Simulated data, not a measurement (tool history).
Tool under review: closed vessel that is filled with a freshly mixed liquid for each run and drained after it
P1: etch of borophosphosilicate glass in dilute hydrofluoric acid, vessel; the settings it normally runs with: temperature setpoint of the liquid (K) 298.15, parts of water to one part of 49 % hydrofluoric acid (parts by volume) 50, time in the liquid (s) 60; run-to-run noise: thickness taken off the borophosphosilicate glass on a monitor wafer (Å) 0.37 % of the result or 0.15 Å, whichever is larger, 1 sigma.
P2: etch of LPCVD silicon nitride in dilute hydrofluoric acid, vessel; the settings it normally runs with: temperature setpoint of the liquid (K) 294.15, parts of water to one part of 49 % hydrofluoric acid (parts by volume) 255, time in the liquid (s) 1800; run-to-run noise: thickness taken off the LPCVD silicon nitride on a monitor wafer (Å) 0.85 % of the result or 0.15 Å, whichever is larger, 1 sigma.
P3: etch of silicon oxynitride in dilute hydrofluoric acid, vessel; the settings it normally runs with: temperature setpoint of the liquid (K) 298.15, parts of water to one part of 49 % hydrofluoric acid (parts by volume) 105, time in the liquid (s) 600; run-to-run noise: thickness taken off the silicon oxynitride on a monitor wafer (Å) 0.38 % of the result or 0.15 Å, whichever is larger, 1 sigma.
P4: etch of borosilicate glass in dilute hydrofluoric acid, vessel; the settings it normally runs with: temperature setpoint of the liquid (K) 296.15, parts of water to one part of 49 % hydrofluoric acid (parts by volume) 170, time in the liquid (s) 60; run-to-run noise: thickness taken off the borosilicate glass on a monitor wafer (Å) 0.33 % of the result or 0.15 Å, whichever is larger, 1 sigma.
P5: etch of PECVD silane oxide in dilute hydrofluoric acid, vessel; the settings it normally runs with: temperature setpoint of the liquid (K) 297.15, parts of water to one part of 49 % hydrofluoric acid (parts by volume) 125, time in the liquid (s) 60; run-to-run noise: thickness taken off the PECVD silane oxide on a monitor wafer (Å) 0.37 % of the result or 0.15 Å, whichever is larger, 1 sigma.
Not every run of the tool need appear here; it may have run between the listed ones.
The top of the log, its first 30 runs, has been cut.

run	hour	process that ran	temperature setpoint of the liquid (K)	parts of water to one part of 49 % hydrofluoric acid (parts by volume)	time in the liquid (s)	hours since the thermometer was replaced	hours since the hydrofluoric acid flow meter was replaced	thickness taken off the borophosphosilicate glass on a monitor wafer (Å)	thickness taken off the LPCVD silicon nitride on a monitor wafer (Å)	thickness taken off the borosilicate glass on a monitor wafer (Å)	thickness taken off the silicon oxynitride on a monitor wafer (Å)	thickness taken off the PECVD silane oxide on a monitor wafer (Å)
31	169.5	P1	298.15	50	110	365.4	648.2	1009.8				
32	174	P1	298.15	50	60	369.9	652.7	551.82				
33	177.7	P3	298.15	105	600	373.6	656.4				88.623	
34	181.9	P1	298.15	50	60	377.8	660.6	553.26				
35	189	P1	298.15	50	60	384.9	667.7	529.56				
36	193.5	P1	298.15	50	60	389.4	672.2	527.25				
37	197.6	P1	298.15	50	60	393.5	676.3	516.03				
38	201.9	P1	298.15	50	60	397.8	680.6	516.51				
39	205.9	P1	298.15	50	60	401.8	684.6	511.27				
40	212	P1	298.15	50	60	407.9	690.7	509.13				
41	218.8	P1	298.15	50	60	414.7	697.5	509.69				

Run 42, settings as shown, results not yet in. Your forecast:
42	225.7	P1	298.15	50	60	421.6	704.4	?				

{"run 42": {"thickness taken off the borophosphosilicate glass on a monitor wafer (Å)": 507.57}}

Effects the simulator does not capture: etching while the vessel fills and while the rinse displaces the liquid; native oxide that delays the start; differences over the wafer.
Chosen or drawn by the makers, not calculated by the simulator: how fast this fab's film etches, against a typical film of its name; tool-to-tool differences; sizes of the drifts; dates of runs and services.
